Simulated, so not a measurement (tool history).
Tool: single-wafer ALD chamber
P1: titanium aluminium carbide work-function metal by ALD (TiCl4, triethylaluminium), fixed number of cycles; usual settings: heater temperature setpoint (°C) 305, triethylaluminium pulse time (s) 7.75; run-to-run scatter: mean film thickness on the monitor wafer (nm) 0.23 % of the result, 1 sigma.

run	day	heater temperature setpoint (°C)	triethylaluminium pulse time (s)	mean film thickness on the monitor wafer (nm)
1	0.329	305	7.75	2.0106
2	0.529	293	11.78	2.021
3	0.888	330	7.75	2.2256
4	1.204	305	7.75	2.0143
# day 1.442: thermocouple changed; heater temperature recalibrated
5	1.504	305	7.75	2.0092
6	1.871	305	7.75	2.0099
7	2.233	282	7.75	1.8106
8	2.454	305	12.3	2.1279
9	2.829	305	2.72	1.3152
10	3.079	305	7.75	2.0129
11	3.4	289	5.53	1.7123
12	3.604	305	7.75	2.01

The next listed run, before its measurement:
13	3.825	305	7.75	?

mean film thickness on the monitor wafer (nm): 2.0049
